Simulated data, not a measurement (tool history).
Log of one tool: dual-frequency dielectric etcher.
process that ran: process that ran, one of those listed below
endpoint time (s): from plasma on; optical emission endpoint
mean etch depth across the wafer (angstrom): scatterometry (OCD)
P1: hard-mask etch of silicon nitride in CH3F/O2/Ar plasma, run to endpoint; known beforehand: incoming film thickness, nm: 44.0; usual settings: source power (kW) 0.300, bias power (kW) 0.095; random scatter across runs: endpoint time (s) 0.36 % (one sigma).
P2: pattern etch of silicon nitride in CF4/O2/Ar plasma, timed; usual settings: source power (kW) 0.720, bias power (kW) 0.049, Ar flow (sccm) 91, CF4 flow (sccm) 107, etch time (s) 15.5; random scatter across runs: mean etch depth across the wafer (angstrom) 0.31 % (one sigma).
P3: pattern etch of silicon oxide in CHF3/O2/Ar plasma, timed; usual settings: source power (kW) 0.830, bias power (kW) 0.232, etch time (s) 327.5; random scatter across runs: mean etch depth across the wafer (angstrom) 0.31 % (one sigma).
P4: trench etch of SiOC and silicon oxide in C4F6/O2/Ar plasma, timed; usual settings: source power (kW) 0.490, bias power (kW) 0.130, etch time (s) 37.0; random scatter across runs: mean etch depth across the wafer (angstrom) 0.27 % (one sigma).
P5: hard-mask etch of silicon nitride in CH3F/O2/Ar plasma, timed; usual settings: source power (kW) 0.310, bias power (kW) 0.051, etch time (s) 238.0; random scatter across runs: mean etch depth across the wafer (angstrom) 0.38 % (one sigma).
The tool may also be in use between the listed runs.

run,hour,process that ran,source power (kW),bias power (kW),etch time (s),Ar flow (sccm),CF4 flow (sccm),hours since the last wet clean,hours since the last source power generator calibration,hours since the last bias power generator calibration,endpoint time (s),mean etch depth across the wafer (angstrom)
1,6.4,P1,0.300,0.095,,,,233.4,766.6,2671.8,64.319,
2,11.0,P4,0.490,0.130,37.0,,,238.0,771.2,2676.4,,707.06
3,15.6,P2,0.440,0.049,15.5,91,107,242.6,775.8,2681.0,,266.16
4,19.0,P3,0.830,0.155,327.5,,,246.0,779.2,2684.4,,6963.30
5,25.1,P4,0.490,0.130,54.5,,,252.1,785.3,2690.5,,1041.90
6,31.0,P4,0.490,0.084,37.0,,,258.0,791.2,2696.4,,630.01
7,34.5,P1,0.230,0.095,,,,261.5,794.7,2699.9,71.343,
8,37.8,P4,0.630,0.130,37.0,,,264.8,798.0,2703.2,,785.30
9,42.3,P5,0.310,0.051,238.0,,,269.3,802.5,2707.7,,1334.20
10,46.8,P2,0.720,0.049,15.5,91,139,273.8,807.0,2712.2,,420.46
11,50.6,P1,0.300,0.095,,,,277.6,810.8,2716.0,64.620,
12,54.0,P3,0.830,0.232,216.0,,,281.0,814.2,2719.4,,5254.30
# hour 60.6: wet clean of the chamber
13,60.8,P1,0.370,0.079,,,,0.3,821.0,2726.2,63.456,
14,65.4,P1,0.300,0.064,,,,4.9,825.6,2730.8,74.681,
15,69.4,P1,0.300,0.095,,,,8.9,829.6,2734.8,64.930,
16,76.9,P2,0.720,0.049,15.5,56,107,16.4,837.1,2742.3,,432.39
17,81.2,P5,0.310,0.037,238.0,,,20.7,841.4,2746.6,,1208.50
18,84.6,P5,0.310,0.051,333.5,,,24.1,844.8,2750.0,,1866.60
19,91.3,P1,0.370,0.095,,,,30.8,851.5,2756.7,59.565,
20,97.3,P1,0.300,0.095,,,,36.8,857.5,2762.7,64.726,
21,101.5,P5,0.250,0.051,238.0,,,41.0,861.7,2766.9,,1226.40
22,107.7,P2,0.720,0.036,15.5,91,107,47.2,867.9,2773.1,,368.86
23,111.8,P2,0.720,0.049,21.0,91,107,51.3,872.0,2777.2,,555.65
24,115.3,P3,0.990,0.232,327.5,,,54.8,875.5,2780.7,,8508.30
25,119.5,P3,0.830,0.232,327.5,,,59.0,879.7,2784.9,,7937.90
26,126.5,P1,0.300,0.132,,,,66.0,886.7,2791.9,56.928,
27,131.5,P2,0.720,0.049,15.5,91,107,71.0,891.7,2796.9,,409.80
28,137.8,P1,0.300,0.095,,,,77.3,898.0,2803.2,64.187,
29,145.2,P1,0.300,0.095,,,,84.7,905.4,2810.6,63.875,
30,148.4,P1,0.300,0.095,,,,87.9,908.6,2813.8,63.775,
# hour 153.7: wet clean of the chamber
31,153.8,P1,0.300,0.095,,,,0.1,914.0,2819.2,63.255,

The next listed run, before its measurement:
32,160.5,P1,0.300,0.095,,,,6.8,920.7,2825.9,?,

endpoint time (s): 63.379
